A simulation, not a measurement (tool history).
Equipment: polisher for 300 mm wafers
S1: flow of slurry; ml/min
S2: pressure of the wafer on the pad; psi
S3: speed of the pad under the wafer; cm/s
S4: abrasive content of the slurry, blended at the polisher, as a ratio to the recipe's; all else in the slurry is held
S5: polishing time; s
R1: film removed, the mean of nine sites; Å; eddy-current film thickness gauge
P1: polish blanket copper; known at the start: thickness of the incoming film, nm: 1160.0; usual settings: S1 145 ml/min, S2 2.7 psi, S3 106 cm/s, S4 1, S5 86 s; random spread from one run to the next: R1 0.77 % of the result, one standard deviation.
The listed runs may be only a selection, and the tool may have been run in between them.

Run 1, hour 11.8: S1 145 ml/min, S2 2.7 psi, S3 106 cm/s, S4 1, S5 86 s. Result: R1 2287.3 Å.
Run 2, hour 23.5: S1 145 ml/min, S2 4.1 psi, S3 106 cm/s, S4 1, S5 86 s. Result: R1 3470.4 Å.
Run 3, hour 38.1: S1 145 ml/min, S2 2.7 psi, S3 106 cm/s, S4 1, S5 86 s. Result: R1 2279.8 Å.
Run 4, hour 47: S1 145 ml/min, S2 3.6 psi, S3 106 cm/s, S4 1, S5 128 s. Result: R1 4542.2 Å.
Run 5, hour 60.2: S1 145 ml/min, S2 1.3 psi, S3 106 cm/s, S4 1, S5 86 s. Result: R1 1096.2 Å.
Run 6, hour 73.8: S1 85 ml/min, S2 2.7 psi, S3 106 cm/s, S4 1, S5 86 s. Result: R1 2015 Å.
Run 7, hour 89.8: S1 145 ml/min, S2 2.7 psi, S3 166 cm/s, S4 1, S5 86 s. Result: R1 3498 Å.
Run 8, hour 105.4: S1 145 ml/min, S2 2.7 psi, S3 106 cm/s, S4 1.5, S5 86 s. Result: R1 2454.3 Å.
Run 9, hour 116.4: S1 145 ml/min, S2 2.7 psi, S3 106 cm/s, S4 1, S5 50 s. Result: R1 1338.9 Å.
Run 10, hour 129.4: S1 145 ml/min, S2 2.7 psi, S3 76 cm/s, S4 1, S5 86 s. Result: R1 1621.8 Å.
Run 11, hour 148.7: S1 145 ml/min, S2 2.7 psi, S3 106 cm/s, S4 1, S5 86 s. Result: R1 2259.3 Å.
Run 12, hour 159.7: S1 185 ml/min, S2 2.7 psi, S3 106 cm/s, S4 1, S5 86 s. Result: R1 2353.6 Å.
Run 13, hour 178: S1 145 ml/min, S2 2.7 psi, S3 106 cm/s, S4 1, S5 86 s. Result: R1 2268.5 Å.
Run 14, hour 194.2: S1 145 ml/min, S2 2.7 psi, S3 106 cm/s, S4 1, S5 86 s. Result: R1 2281.9 Å.
Run 15, hour 209.8: S1 145 ml/min, S2 2.7 psi, S3 106 cm/s, S4 1, S5 86 s. Result: R1 2276.1 Å.
Run 16, hour 221.7: S1 145 ml/min, S2 3.3 psi, S3 106 cm/s, S4 1, S5 44 s. Result: R1 1420.9 Å.
Run 17, hour 235.5: S1 145 ml/min, S2 2.7 psi, S3 106 cm/s, S4 0.6, S5 86 s. Result: R1 2061.5 Å.
Run 18, hour 247.7: S1 145 ml/min, S2 2.7 psi, S3 68 cm/s, S4 1, S5 131 s. Result: R1 2206.3 Å.
Run 19, hour 261.5: S1 145 ml/min, S2 2.7 psi, S3 106 cm/s, S4 1, S5 134 s. Result: R1 3518.6 Å.
Run 20, hour 280.3: S1 145 ml/min, S2 2.7 psi, S3 106 cm/s, S4 1, S5 86 s. Result: R1 2277.9 Å.
Run 21, hour 293: S1 145 ml/min, S2 2.7 psi, S3 106 cm/s, S4 1, S5 86 s. Result: R1 2185.1 Å.
Run 22, hour 306.3: S1 145 ml/min, S2 2.7 psi, S3 106 cm/s, S4 1, S5 86 s. Result: R1 2107.9 Å.
Run 23, hour 325.2: S1 145 ml/min, S2 2.7 psi, S3 106 cm/s, S4 1, S5 86 s. Result: R1 2064.6 Å.
At hour 335.7: head pressure recalibrated.
At hour 336.3: slurry blender recalibrated.
Run 24, hour 336.8: S1 145 ml/min, S2 2.7 psi, S3 106 cm/s, S4 1, S5 86 s. Result: R1 2069.5 Å.
Run 25, hour 345.5: S1 145 ml/min, S2 2.7 psi, S3 106 cm/s, S4 1, S5 86 s. Result: R1 2081 Å.
Run 26, hour 363: S1 145 ml/min, S2 2.7 psi, S3 106 cm/s, S4 1, S5 86 s. Result: R1 2058.8 Å.

P1 no longer gives what it gave before; its output has crept away from where it was. The following 2 causes, each at its listed size, fit the log equally well:
A: removal rate lost through wear of the pad, % = 8.99
B: slurry flow missing at the pad, % = 35.2
At approximately hour 280.3, the process output began to creep.
Why every other cause is out:
head's pressure below its setpoint, %: was serviced at hour 335.7, once the creep was under way, yet the earlier output never came back
abrasive missing from the slurry, %: was serviced at hour 336.3, once the creep was under way, yet the earlier output never came back

The 4 check runs listed below each average the results of 2 wafers, and their outcomes are marked with question marks. Under which run would the listed causes produce clearly different results?
Run check 1, hour 380.5: S1 145 ml/min, S2 2.7 psi, S3 106 cm/s, S4 1.45, S5 122 s. Result: R1 ?.
Run check 2, hour 380.5: S1 145 ml/min, S2 1.5 psi, S3 148 cm/s, S4 1, S5 86 s. Result: R1 ?.
Run check 3, hour 380.5: S1 145 ml/min, S2 2.7 psi, S3 130 cm/s, S4 1, S5 133 s. Result: R1 ?.
Run check 4, hour 380.5: S1 90 ml/min, S2 3.8 psi, S3 106 cm/s, S4 1, S5 86 s. Result: R1 ?.

Expected result of each check under each candidate cause:
  check  result    if A    if B
check 1      R1    3179  3178.7
check 2      R1  1602.5  1602.3
check 3      R1  3918.3  3917.8
check 4      R1  2615.6    2492
Minimum pairwise separation of causes per check, each pair taken at its best-separating result: check 1 0.01 %; check 2 0.01 %; check 3 0.01 %; check 4 4.84 %
Only in check 4 would the causes give clearly different results; in the remaining checks their results would be nearly the same.

Check 4 has now been run. It gave: R1 2604.7 Å. Which of the candidate causes is it?

It was cause A: removal rate lost through wear of the pad, %.

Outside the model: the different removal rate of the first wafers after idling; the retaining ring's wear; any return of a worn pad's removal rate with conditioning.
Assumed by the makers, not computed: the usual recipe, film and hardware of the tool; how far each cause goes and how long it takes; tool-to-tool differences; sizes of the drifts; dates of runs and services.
